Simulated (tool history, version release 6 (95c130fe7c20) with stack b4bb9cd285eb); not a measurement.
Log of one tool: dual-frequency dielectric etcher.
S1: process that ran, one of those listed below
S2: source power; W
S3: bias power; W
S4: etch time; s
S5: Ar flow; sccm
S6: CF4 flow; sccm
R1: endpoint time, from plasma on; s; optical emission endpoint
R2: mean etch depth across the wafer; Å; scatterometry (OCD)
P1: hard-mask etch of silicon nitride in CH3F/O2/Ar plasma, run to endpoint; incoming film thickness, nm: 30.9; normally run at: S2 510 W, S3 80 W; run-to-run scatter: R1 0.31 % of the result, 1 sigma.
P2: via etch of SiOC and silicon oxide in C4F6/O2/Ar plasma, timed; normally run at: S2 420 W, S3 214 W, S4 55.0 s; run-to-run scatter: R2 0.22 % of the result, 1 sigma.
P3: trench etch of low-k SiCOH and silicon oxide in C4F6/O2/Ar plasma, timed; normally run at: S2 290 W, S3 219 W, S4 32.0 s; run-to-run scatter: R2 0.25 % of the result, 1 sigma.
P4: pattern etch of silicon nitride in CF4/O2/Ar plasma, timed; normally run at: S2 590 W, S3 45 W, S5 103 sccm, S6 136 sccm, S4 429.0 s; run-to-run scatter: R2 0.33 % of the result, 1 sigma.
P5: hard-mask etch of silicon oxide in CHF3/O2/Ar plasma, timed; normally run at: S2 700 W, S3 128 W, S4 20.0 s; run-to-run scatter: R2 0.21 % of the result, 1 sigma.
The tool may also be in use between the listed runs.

{"run": 1, "day": 0.312, "S1": "P1", "S2": 510, "S3": 80, "R1": 39.974}
{"run": 2, "day": 0.471, "S1": "P2", "S2": 420, "S3": 214, "S4": 55.0, "R2": 671.19}
{"run": 3, "day": 0.679, "S1": "P4", "S2": 590, "S3": 45, "S4": 429.0, "S5": 103, "S6": 136, "R2": 9944.5}
{"run": 4, "day": 0.942, "S1": "P1", "S2": 630, "S3": 80, "R1": 36.771}
{"run": 5, "day": 1.1, "S1": "P3", "S2": 370, "S3": 219, "S4": 32.0, "R2": 1022.5}
{"run": 6, "day": 1.325, "S1": "P5", "S2": 840, "S3": 128, "S4": 20.0, "R2": 402.93}
{"run": 7, "day": 1.508, "S1": "P4", "S2": 590, "S3": 45, "S4": 581.5, "S5": 103, "S6": 136, "R2": 13504.0}
{"run": 8, "day": 1.762, "S1": "P4", "S2": 590, "S3": 58, "S4": 429.0, "S5": 103, "S6": 136, "R2": 10953.0}
{"run": 9, "day": 1.925, "S1": "P1", "S2": 510, "S3": 80, "R1": 40.028}
{"run": 10, "day": 2.212, "S1": "P3", "S2": 290, "S3": 278, "S4": 32.0, "R2": 1011.6}
{"run": 11, "day": 2.554, "S1": "P5", "S2": 700, "S3": 128, "S4": 20.0, "R2": 375.81}
{"run": 12, "day": 2.75, "S1": "P5", "S2": 700, "S3": 128, "S4": 20.0, "R2": 375.19}
{"run": 13, "day": 2.971, "S1": "P1", "S2": 510, "S3": 80, "R1": 39.985}
{"run": 14, "day": 3.312, "S1": "P5", "S2": 700, "S3": 155, "S4": 20.0, "R2": 398.29}
{"run": 15, "day": 3.504, "S1": "P1", "S2": 670, "S3": 64, "R1": 38.352}
{"run": 16, "day": 3.721, "S1": "P2", "S2": 420, "S3": 214, "S4": 68.5, "R2": 837.57}
{"run": 17, "day": 4.046, "S1": "P2", "S2": 420, "S3": 124, "S4": 55.0, "R2": 566.18}
{"run": 18, "day": 4.279, "S1": "P1", "S2": 510, "S3": 102, "R1": 36.453}
{"run": 19, "day": 4.596, "S1": "P1", "S2": 380, "S3": 80, "R1": 44.547}
{"run": 20, "day": 4.875, "S1": "P1", "S2": 510, "S3": 80, "R1": 39.654}
{"run": 21, "day": 5.079, "S1": "P3", "S2": 290, "S3": 219, "S4": 23.5, "R2": 687.0}
{"run": 22, "day": 5.262, "S1": "P1", "S2": 510, "S3": 56, "R1": 44.773}
{"run": 23, "day": 5.521, "S1": "P4", "S2": 590, "S3": 45, "S4": 429.0, "S5": 103, "S6": 136, "R2": 10022.0}
{"run": 24, "day": 5.8, "S1": "P3", "S2": 290, "S3": 219, "S4": 32.0, "R2": 925.53}
{"run": 25, "day": 6.117, "S1": "P1", "S2": 390, "S3": 60, "R1": 48.761}
{"run": 26, "day": 6.321, "S1": "P1", "S2": 330, "S3": 59, "R1": 52.094}
{"run": 27, "day": 6.612, "S1": "P4", "S2": 370, "S3": 45, "S4": 429.0, "S5": 103, "S6": 136, "R2": 6635.7}
{"run": 28, "day": 6.946, "S1": "P1", "S2": 510, "S3": 80, "R1": 39.823}
{"run": 29, "day": 7.138, "S1": "P4", "S2": 590, "S3": 45, "S4": 429.0, "S5": 80, "S6": 136, "R2": 10317.0}
{"run": 30, "day": 7.321, "S1": "P2", "S2": 500, "S3": 214, "S4": 55.0, "R2": 717.0}
{"run": 31, "day": 7.579, "S1": "P2", "S2": 420, "S3": 214, "S4": 55.0, "R2": 670.02}
{"run": 32, "day": 7.858, "S1": "P5", "S2": 700, "S3": 128, "S4": 30.0, "R2": 561.33}
{"run": 33, "day": 8.196, "S1": "P4", "S2": 590, "S3": 45, "S4": 429.0, "S5": 103, "S6": 108, "R2": 9750.4}
{"run": 34, "day": 8.362, "S1": "P1", "S2": 510, "S3": 80, "R1": 39.996}
{"run": 35, "day": 8.721, "S1": "P1", "S2": 510, "S3": 80, "R1": 40.085}
{"run": 36, "day": 9.067, "S1": "P1", "S2": 510, "S3": 80, "R1": 40.174}
{"run": 37, "day": 9.346, "S1": "P1", "S2": 510, "S3": 80, "R1": 40.556}
{"day": 9.471, "done": "wet clean of the chamber"}
{"run": 38, "day": 9.533, "S1": "P1", "S2": 510, "S3": 80, "R1": 40.374}
{"run": 39, "day": 9.767, "S1": "P1", "S2": 510, "S3": 80, "R1": 40.724}
{"run": 40, "day": 10.088, "S1": "P1", "S2": 510, "S3": 80, "R1": 40.539}
{"run": 41, "day": 10.246, "S1": "P1", "S2": 510, "S3": 80, "R1": 40.681}
{"run": 42, "day": 10.554, "S1": "P1", "S2": 510, "S3": 80, "R1": 40.469}

What P1 gives has crept away from where it was. These 2 causes fit the log equally well, each at the size given:
A: source power that arrives under what is set, % = 4.41
B: bias power that arrives under what is set, % = 4.86
The creep began at about day 8.721.
Why every other cause is out:
chamber walls in a state that lowers the etch rate, %: serviced at day 9.471, which brought nothing back

4 check runs are offered, each on 2 wafers whose results are averaged, their results left as question marks. Which one tells the causes apart?
{"run": "check 1", "day": 10.862, "S1": "P3", "S2": 290, "S3": 219, "S4": 32.0, "R2": "?"}
{"run": "check 2", "day": 10.862, "S1": "P2", "S2": 420, "S3": 214, "S4": 55.0, "R2": "?"}
{"run": "check 3", "day": 10.862, "S1": "P5", "S2": 700, "S3": 128, "S4": 20.0, "R2": "?"}
{"run": "check 4", "day": 10.862, "S1": "P4", "S2": 590, "S3": 45, "S4": 429.0, "S5": 103, "S6": 136, "R2": "?"}

What each check would give under each cause:
check=check_1 result=R2 if_A=914.78 if_B=915.30
check=check_2 result=R2 if_A=659.91 if_B=660.46
check=check_3 result=R2 if_A=368.11 if_B=369.00
check=check_4 result=R2 if_A=9602.40 if_B=9819.80
How far apart the two closest causes lie, in the result that separates them most: check 1 0.06 %; check 2 0.08 %; check 3 0.24 %; check 4 2.24 %
Check 4 tells the causes apart: in the others they would give nearly the same result.

Check 4 was then run and gave: R2 9802.10 Å. Which cause is it?

It is B: bias power that arrives under what is set, %.
